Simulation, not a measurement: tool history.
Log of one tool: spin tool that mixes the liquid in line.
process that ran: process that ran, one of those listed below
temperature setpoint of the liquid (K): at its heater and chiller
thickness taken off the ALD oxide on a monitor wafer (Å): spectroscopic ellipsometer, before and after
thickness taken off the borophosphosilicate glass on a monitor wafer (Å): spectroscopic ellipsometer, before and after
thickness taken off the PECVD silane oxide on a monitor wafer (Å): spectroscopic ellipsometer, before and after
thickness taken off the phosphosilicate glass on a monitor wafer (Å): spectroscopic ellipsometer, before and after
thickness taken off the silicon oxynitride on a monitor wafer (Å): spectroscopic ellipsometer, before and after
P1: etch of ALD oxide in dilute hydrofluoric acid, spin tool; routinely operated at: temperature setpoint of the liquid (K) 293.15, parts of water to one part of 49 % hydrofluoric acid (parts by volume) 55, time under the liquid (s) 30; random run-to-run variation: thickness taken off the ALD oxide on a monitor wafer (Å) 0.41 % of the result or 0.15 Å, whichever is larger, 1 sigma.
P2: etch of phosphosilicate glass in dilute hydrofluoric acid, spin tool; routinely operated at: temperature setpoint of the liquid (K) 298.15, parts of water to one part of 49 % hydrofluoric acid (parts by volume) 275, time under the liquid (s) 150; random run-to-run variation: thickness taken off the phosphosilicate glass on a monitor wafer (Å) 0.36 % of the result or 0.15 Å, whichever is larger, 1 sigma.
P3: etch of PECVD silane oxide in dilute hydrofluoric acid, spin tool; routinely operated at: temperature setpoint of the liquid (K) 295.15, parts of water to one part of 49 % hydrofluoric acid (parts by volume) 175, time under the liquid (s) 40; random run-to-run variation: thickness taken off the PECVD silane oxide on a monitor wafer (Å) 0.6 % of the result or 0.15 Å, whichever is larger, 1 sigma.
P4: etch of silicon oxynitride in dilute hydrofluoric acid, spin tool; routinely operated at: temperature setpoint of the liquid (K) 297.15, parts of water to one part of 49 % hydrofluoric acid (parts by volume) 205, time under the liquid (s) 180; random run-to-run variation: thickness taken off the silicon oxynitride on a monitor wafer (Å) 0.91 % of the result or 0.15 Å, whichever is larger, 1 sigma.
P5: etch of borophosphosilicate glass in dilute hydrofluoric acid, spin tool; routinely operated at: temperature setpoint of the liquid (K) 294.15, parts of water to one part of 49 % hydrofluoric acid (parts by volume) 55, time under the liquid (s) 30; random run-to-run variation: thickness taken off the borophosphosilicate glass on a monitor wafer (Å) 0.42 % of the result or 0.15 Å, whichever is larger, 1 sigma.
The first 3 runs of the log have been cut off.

run	day	process that ran	temperature setpoint of the liquid (K)	parts of water to one part of 49 % hydrofluoric acid (parts by volume)	time under the liquid (s)	hours since the thermometer was replaced	hours since the hydrofluoric acid flow meter was replaced	thickness taken off the ALD oxide on a monitor wafer (Å)	thickness taken off the borophosphosilicate glass on a monitor wafer (Å)	thickness taken off the PECVD silane oxide on a monitor wafer (Å)	thickness taken off the phosphosilicate glass on a monitor wafer (Å)	thickness taken off the silicon oxynitride on a monitor wafer (Å)
4	1.925	P1	293.15	55	30	971.5	483.9	88.23				
5	2.55	P1	293.15	55	30	986.5	498.9	87.607				
6	2.854	P1	293.15	55	60	993.8	506.2	176.58				
7	3.167	P1	293.15	75	30	1001.3	513.7	63.4				
8	3.542	P3	295.15	175	40	1010.3	522.7			56.781		
9	4.104	P1	293.15	55	15	1023.8	536.2	44.497				
10	4.554	P3	295.15	35	40	1034.6	547			333.75		
11	5.088	P1	293.15	55	30	1047.4	559.8	88.507				
12	5.575	P5	301.15	55	30	1059.1	571.5		360.85			
13	6.196	P2	302.15	275	150	1074	586.4				574.93	
14	6.829	P2	298.15	275	150	1089.2	601.6				503.16	
# day 7.05: hydrofluoric acid flow meter replaced
15	7.492	P4	297.15	300	180	1105.1	10.7					14.136
16	7.825	P5	294.15	55	30	1113.1	18.7		273.24			
17	8.146	P3	295.15	175	80	1120.8	26.4			113.91		
18	8.521	P5	294.15	55	15	1129.8	35.4		136.63			
19	8.871	P1	293.15	20	15	1138.2	43.8	125.75				
20	9.471	P4	297.15	205	300	1152.6	58.2					37.145
21	10.171	P1	293.15	55	30	1169.4	75	88.401				
22	10.621	P1	293.15	25	15	1180.2	85.8	101.07				
23	11.279	P2	298.15	275	260	1196	101.6				871.18	
24	11.821	P1	290.15	55	30	1209	114.6	77.947				
25	12.162	P1	293.15	30	30	1217.2	122.8	167.02				

Forecast run 26:
26	12.588	P4	297.15	205	180	1227.4	133					?

Run 26 yielded thickness taken off the silicon oxynitride on a monitor wafer (Å) 21.986.

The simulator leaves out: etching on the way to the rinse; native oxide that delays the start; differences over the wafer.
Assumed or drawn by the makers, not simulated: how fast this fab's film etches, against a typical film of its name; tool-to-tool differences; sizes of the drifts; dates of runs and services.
